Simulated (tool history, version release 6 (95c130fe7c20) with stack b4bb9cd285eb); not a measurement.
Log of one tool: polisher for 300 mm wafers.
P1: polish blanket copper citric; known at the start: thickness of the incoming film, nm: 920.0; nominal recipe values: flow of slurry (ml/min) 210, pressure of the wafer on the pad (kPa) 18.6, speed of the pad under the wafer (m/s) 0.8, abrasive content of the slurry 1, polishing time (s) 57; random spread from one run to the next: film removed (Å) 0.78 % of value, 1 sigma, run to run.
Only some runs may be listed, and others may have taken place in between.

| run | hour | flow of slurry (ml/min) | pressure of the wafer on the pad (kPa) | speed of the pad under the wafer (m/s) | abrasive content of the slurry | polishing time (s) | wafers polished on this pad | hours since the slurry nozzle was cleaned | hours since the head pressure was calibrated | hours since the slurry blender was calibrated | film removed (Å) |
|---|---|---|---|---|---|---|---|---|---|---|---|
| 1 | 4.3 | 210 | 18.6 | 0.8 | 1 | 57 | 452 | 232.3 | 654.5 | 131.1 | 844.88 |
| 2 | 9.1 | 210 | 18.6 | 0.8 | 1 | 57 | 497 | 237.1 | 659.3 | 135.9 | 848.57 |
| 3 | 11.7 | 210 | 18.6 | 0.8 | 1 | 29 | 521 | 239.7 | 661.9 | 138.5 | 432.61 |
| 4 | 16.3 | 210 | 18.6 | 0.8 | 1 | 57 | 564 | 244.3 | 666.5 | 143.1 | 852.33 |
| 5 | 20.9 | 285 | 18.6 | 0.8 | 1 | 57 | 606 | 248.9 | 671.1 | 147.7 | 879.48 |
| 6 | 23.4 | 210 | 18.6 | 0.8 | 1 | 78 | 630 | 251.4 | 673.6 | 150.2 | 1156.4 |
| 7 | 28 | 210 | 27.6 | 0.8 | 1 | 57 | 672 | 256 | 678.2 | 154.8 | 1251.7 |
| 8 | 30.6 | 210 | 18.6 | 0.8 | 0.75 | 57 | 696 | 258.6 | 680.8 | 157.4 | 788.81 |
|  | 34.2 | head pressure recalibrated |
| 9 | 35.7 | 210 | 11 | 0.8 | 1.3 | 57 | 744 | 263.7 | 1.6 | 162.5 | 540.62 |
| 10 | 39.3 | 210 | 18.6 | 0.8 | 1.35 | 40 | 777 | 267.3 | 5.2 | 166.1 | 632.22 |
|  | 42.3 | worn pad replaced by a new one |
| 11 | 44.5 | 210 | 18.6 | 0.8 | 1 | 57 | 20 | 272.5 | 10.4 | 171.3 | 849.6 |
| 12 | 48.3 | 210 | 18.6 | 0.48 | 1 | 57 | 56 | 276.3 | 14.2 | 175.1 | 517.07 |
| 13 | 50.9 | 210 | 18.6 | 1.14 | 1 | 57 | 80 | 278.9 | 16.8 | 177.7 | 1182.1 |
| 14 | 55.8 | 125 | 18.6 | 0.8 | 1 | 57 | 125 | 283.8 | 21.7 | 182.6 | 774.91 |

What will run 15 give?
| 15 | 60.1 | 210 | 10.3 | 0.8 | 1 | 57 | 165 | 288.1 | 26 | 186.9 | ? |

Run 15 gave film removed (Å) 479.02.
